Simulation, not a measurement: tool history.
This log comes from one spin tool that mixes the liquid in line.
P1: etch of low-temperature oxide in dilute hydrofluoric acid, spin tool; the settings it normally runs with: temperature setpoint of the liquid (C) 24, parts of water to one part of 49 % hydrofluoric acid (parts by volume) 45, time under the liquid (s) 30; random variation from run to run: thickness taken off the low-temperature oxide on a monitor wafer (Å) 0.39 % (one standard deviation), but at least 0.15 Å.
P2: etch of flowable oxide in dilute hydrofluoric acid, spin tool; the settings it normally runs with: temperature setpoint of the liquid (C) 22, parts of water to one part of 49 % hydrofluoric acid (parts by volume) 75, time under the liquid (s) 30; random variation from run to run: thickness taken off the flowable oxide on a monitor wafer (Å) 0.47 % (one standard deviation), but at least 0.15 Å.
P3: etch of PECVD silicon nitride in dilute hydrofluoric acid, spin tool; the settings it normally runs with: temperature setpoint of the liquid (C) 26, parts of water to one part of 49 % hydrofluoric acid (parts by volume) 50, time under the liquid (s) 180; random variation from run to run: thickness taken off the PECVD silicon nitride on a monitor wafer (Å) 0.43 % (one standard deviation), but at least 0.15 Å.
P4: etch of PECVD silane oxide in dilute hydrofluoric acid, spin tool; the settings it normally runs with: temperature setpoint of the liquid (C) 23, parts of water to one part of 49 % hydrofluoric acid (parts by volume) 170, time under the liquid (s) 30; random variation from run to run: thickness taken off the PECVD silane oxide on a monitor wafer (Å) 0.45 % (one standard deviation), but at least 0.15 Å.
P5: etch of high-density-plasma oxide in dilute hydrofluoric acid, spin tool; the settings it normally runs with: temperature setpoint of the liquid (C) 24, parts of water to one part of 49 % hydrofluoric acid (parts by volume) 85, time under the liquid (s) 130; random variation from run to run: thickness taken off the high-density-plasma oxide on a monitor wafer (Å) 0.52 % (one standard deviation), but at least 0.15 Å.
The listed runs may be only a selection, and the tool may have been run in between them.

run   hour  process that ran  temperature setpoint of the liquid (C)  parts of water to one part of 49 % hydrofluoric acid (parts by volume)  time under the liquid (s)  hours since the thermometer was replaced  hours since the hydrofluoric acid flow meter was replaced  thickness taken off the low-temperature oxide on a monitor wafer (Å)  thickness taken off the flowable oxide on a monitor wafer (Å)  thickness taken off the high-density-plasma oxide on a monitor wafer (Å)  thickness taken off the PECVD silane oxide on a monitor wafer (Å)  thickness taken off the PECVD silicon nitride on a monitor wafer (Å)
  1    7.5                P1                                      24                                                                      45                         30                                     568.6                                                     1219.9                                                                212.89
  2   14.7                P1                                      24                                                                      45                         65                                     575.8                                                     1227.1                                                                462.21
  3   20.5                P2                                      22                                                                      75                         15                                     581.6                                                     1232.9                                                                                                                               84.902
  4   32.9                P5                                      24                                                                      85                        245                                       594                                                     1245.3                                                                                                                                                                                                         195.03
  5     41                P1                                      24                                                                      45                         30                                     602.1                                                     1253.4                                                                213.41
  6   46.6                P1                                      24                                                                      20                         30                                     607.7                                                       1259                                                                494.92
  7   54.4                P5                                      24                                                                      85                        130                                     615.5                                                     1266.8                                                                                                                                                                                                          104.5
  8   61.3                P4                                      23                                                                     170                         55                                     622.4                                                     1273.7                                                                                                                                                                                                                                                                            116.18
  9   72.9                P1                                      17                                                                      45                         30                                       634                                                     1285.3                                                                 159.1
 10   81.2                P1                                      24                                                                      45                         30                                     642.3                                                     1293.6                                                                214.58
 11   91.4                P1                                      24                                                                      60                         30                                     652.5                                                     1303.8                                                                 157.5
 12  103.8                P1                                    29.5                                                                      45                         30                                     664.9                                                     1316.2                                                                265.42
 13  116.5                P4                                    17.5                                                                     170                         30                                     677.6                                                     1328.9                                                                                                                                                                                                                                                                            51.453
 14  122.9                P4                                      23                                                                     170                         30                                       684                                                     1335.3                                                                                                                                                                                                                                                                            63.248
 15  130.5                P3                                      26                                                                      50                        180                                     691.6                                                     1342.9                                                                                                                                                                                                                                                                                                                                                  70.964
 16  137.4                P1                                      24                                                                      45                         30                                     698.5                                                     1349.8                                                                212.28
 17  148.6                P1                                      20                                                                      45                         15                                     709.7                                                       1361                                                                 89.99
 18  155.2                P5                                      24                                                                      85                        130                                     716.3                                                     1367.6                                                                                                                                                                                                         104.68
 19  161.6                P2                                      18                                                                      75                         30                                     722.7                                                       1374                                                                                                                               140.99
 20  174.1                P2                                      22                                                                      20                         30                                     735.2                                                     1386.5                                                                                                                               673.11
 21  183.9                P2                                      22                                                                      75                         30                                       745                                                     1396.3                                                                                                                                168.4
 22  191.9                P4                                      23                                                                     170                         30                                       753                                                     1404.3                                                                                                                                                                                                                                                                            64.202
 23    204                P5                                      24                                                                      45                        130                                     765.1                                                     1416.4                                                                                                                                                                                                         206.19
 24  216.1                P1                                      32                                                                      25                         30                                     777.2                                                     1428.5                                                                 548.7
 25  222.8                P1                                      24                                                                      45                         15                                     783.9                                                     1435.2                                                                107.01
 26  228.6                P3                                      26                                                                      20                        180                                     789.7                                                       1441                                                                                                                                                                                                                                                                                                                                                  171.89
 27  240.2                P2                                      22                                                                      75                         30                                     801.3                                                     1452.6                                                                                                                               168.89
 28  249.9                P3                                      26                                                                      50                        180                                       811                                                     1462.3                                                                                                                                                                                                                                                                                                                                                  70.901
 29  261.5                P3                                      33                                                                      50                        180                                     822.6                                                     1473.9                                                                                                                                                                                                                                                                                                                                                  111.85
 30  269.6                P3                                      26                                                                      50                         15                                     830.7                                                       1482                                                                                                                                                                                                                                                                                                                                                  5.8837
 31  276.6                P1                                      24                                                                      45                         30                                     837.7                                                       1489                                                                213.66
 32  285.4                P5                                      17                                                                      85                        130                                     846.5                                                     1497.8                                                                                                                                                                                                         77.885
 33  297.8                P1                                      24                                                                      45                         30                                     858.9                                                     1510.2                                                                213.85
 34  309.1                P4                                      23                                                                     250                         30                                     870.2                                                     1521.5                                                                                                                                                                                                                                                                            39.689
 35  319.2                P1                                      24                                                                      45                         30                                     880.3                                                     1531.6                                                                212.56
 36  325.9                P1                                      24                                                                      45                         30                                       887                                                     1538.3                                                                218.14
 37  335.8                P1                                      24                                                                      45                         30                                     896.9                                                     1548.2                                                                224.91
 38  344.6                P1                                      24                                                                      45                         30                                     905.7                                                       1557                                                                 225.7
 39  350.2                P1                                      24                                                                      45                         30                                     911.3                                                     1562.6                                                                227.74
 40  357.1                P1                                      24                                                                      45                         30                                     918.2                                                     1569.5                                                                229.62
 41  363.7                P1                                      24                                                                      45                         30                                     924.8                                                     1576.1                                                                232.17
 42  374.1                P1                                      24                                                                      45                         30                                     935.2                                                     1586.5                                                                231.12
 43  384.4                P1                                      24                                                                      45                         30                                     945.5                                                     1596.8                                                                230.36
 44  394.7                P1                                      24                                                                      45                         30                                     955.8                                                     1607.1                                                                233.39
 45  406.3                P1                                      24                                                                      45                         30                                     967.4                                                     1618.7                                                                235.31
 46  411.9                P1                                      24                                                                      45                         30                                       973                                                     1624.3                                                                232.86

Something has made what P1 gives creep away from where it was; the 2 causes below, each at its own stated size, fit the log equally well:
A: hydrofluoric acid flow above the setpoint (%) = 8.76
B: liquid hotter than its thermometer reads (K) = 2.17
Onset of the creep was near hour 319.2.

Below are 4 check runs, each on a single wafer, with their results shown as question marks. Which of them would tell the listed causes apart, meaning the causes would give clearly different results under it?
check 1  417.5                P3                                      33                                                                      50                        105                                                                                                                                                                                                                                                                                                                                                                                                                                                            ?
check 2  417.5                P2                                    18.5                                                                      20                         30                                                                                                                                                                                                                                         ?
check 3  417.5                P4                                      18                                                                     170                         30                                                                                                                                                                                                                                                                                                                                                                                      ?
check 4  417.5                P5                                    20.5                                                                      85                        245                                                                                                                                                                                                                                                                                                                   ?

Predicted outcomes, by check and by cause:
  check                                                                    result    if A    if B
check 1      thickness taken off the PECVD silicon nitride on a monitor wafer (Å)  70.668  74.459
check 2             thickness taken off the flowable oxide on a monitor wafer (Å)  632.31  637.89
check 3         thickness taken off the PECVD silane oxide on a monitor wafer (Å)  57.617  56.975
check 4  thickness taken off the high-density-plasma oxide on a monitor wafer (Å)  186.89  186.29
Distance between the nearest two causes, measured in the result of the check that separates them most: check 1 5.23 %; check 2 0.88 %; check 3 1.12 %; check 4 0.32 %
Check 1 is the one run that separates the causes; every other check would come out nearly the same whichever cause is at work.

Then check 1 was run and gave: thickness taken off the PECVD silicon nitride on a monitor wafer (Å) 71.025. Which cause is it?

It is A: hydrofluoric acid flow above the setpoint (%).
